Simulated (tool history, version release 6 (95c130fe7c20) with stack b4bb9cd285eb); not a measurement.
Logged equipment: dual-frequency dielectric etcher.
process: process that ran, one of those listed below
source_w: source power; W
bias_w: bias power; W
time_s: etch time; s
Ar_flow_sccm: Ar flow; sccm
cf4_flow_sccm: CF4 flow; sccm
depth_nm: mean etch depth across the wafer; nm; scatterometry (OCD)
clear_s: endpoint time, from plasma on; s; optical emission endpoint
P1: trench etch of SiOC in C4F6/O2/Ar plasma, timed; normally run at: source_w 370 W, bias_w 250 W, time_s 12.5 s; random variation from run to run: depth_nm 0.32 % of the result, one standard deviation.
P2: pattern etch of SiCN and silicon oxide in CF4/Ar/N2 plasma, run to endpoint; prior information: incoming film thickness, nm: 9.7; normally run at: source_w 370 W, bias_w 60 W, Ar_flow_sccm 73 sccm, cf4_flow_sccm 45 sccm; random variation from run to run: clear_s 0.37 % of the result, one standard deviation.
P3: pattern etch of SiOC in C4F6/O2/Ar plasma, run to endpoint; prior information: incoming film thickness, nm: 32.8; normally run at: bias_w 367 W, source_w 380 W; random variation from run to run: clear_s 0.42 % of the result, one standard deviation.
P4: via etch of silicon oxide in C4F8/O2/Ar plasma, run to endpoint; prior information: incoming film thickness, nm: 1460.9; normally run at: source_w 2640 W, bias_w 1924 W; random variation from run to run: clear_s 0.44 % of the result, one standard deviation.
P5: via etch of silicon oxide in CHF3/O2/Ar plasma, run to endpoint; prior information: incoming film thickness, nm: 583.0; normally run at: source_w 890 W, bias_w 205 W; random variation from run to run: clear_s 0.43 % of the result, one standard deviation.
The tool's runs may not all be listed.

| run | hour | process | source_w | bias_w | time_s | Ar_flow_sccm | cf4_flow_sccm | depth_nm | clear_s |
|---|---|---|---|---|---|---|---|---|---|
| 1 | 10 | P1 | 370 | 250 | 12.5 |  |  | 28.26 |  |
| 2 | 15.6 | P3 | 530 | 367 |  |  |  |  | 11.074 |
| 3 | 24 | P1 | 370 | 250 | 9.5 |  |  | 21.452 |  |
| 4 | 29.2 | P1 | 370 | 250 | 16.5 |  |  | 37.193 |  |
| 5 | 37.6 | P5 | 890 | 205 |  |  |  |  | 235.52 |
| 6 | 46.5 | P4 | 3610 | 1924 |  |  |  |  | 233.21 |
| 7 | 56.3 | P2 | 490 | 60 |  | 73 | 45 |  | 11.18 |
| 8 | 64.1 | P1 | 460 | 250 | 12.5 |  |  | 30.584 |  |
| 9 | 73.6 | P1 | 370 | 193 | 12.5 |  |  | 25.966 |  |
| 10 | 81.8 | P1 | 480 | 204 | 12.5 |  |  | 29.224 |  |
| 11 | 87.8 | P4 | 2640 | 1924 |  |  |  |  | 265.91 |
| 12 | 97.1 | P1 | 370 | 250 | 12.5 |  |  | 28.163 |  |
| 13 | 102.6 | P1 | 370 | 324 | 12.5 |  |  | 30.795 |  |
| 14 | 109.6 | P4 | 2640 | 1924 |  |  |  |  | 264.85 |
| 15 | 118.4 | P1 | 370 | 250 | 12.5 |  |  | 28.276 |  |
| 16 | 123.8 | P3 | 380 | 367 |  |  |  |  | 12.552 |
| 17 | 130.5 | P1 | 240 | 197 | 12.5 |  |  | 22.234 |  |
| 18 | 139.4 | P2 | 370 | 60 |  | 73 | 45 |  | 14.233 |
| 19 | 149.5 | P5 | 540 | 205 |  |  |  |  | 285.52 |
| 20 | 158.9 | P4 | 2640 | 2630 |  |  |  |  | 243 |
| 21 | 166.7 | P1 | 370 | 250 | 12.5 |  |  | 28.303 |  |
| 22 | 173.6 | P1 | 280 | 250 | 12.5 |  |  | 25.268 |  |
| 23 | 182.1 | P2 | 370 | 60 |  | 44 | 45 |  | 13.24 |

What does the tool deliver on the next run?
| 24 | 188 | P2 | 370 | 60 |  | 73 | 45 |  | ? |

clear_s: 14.365 s

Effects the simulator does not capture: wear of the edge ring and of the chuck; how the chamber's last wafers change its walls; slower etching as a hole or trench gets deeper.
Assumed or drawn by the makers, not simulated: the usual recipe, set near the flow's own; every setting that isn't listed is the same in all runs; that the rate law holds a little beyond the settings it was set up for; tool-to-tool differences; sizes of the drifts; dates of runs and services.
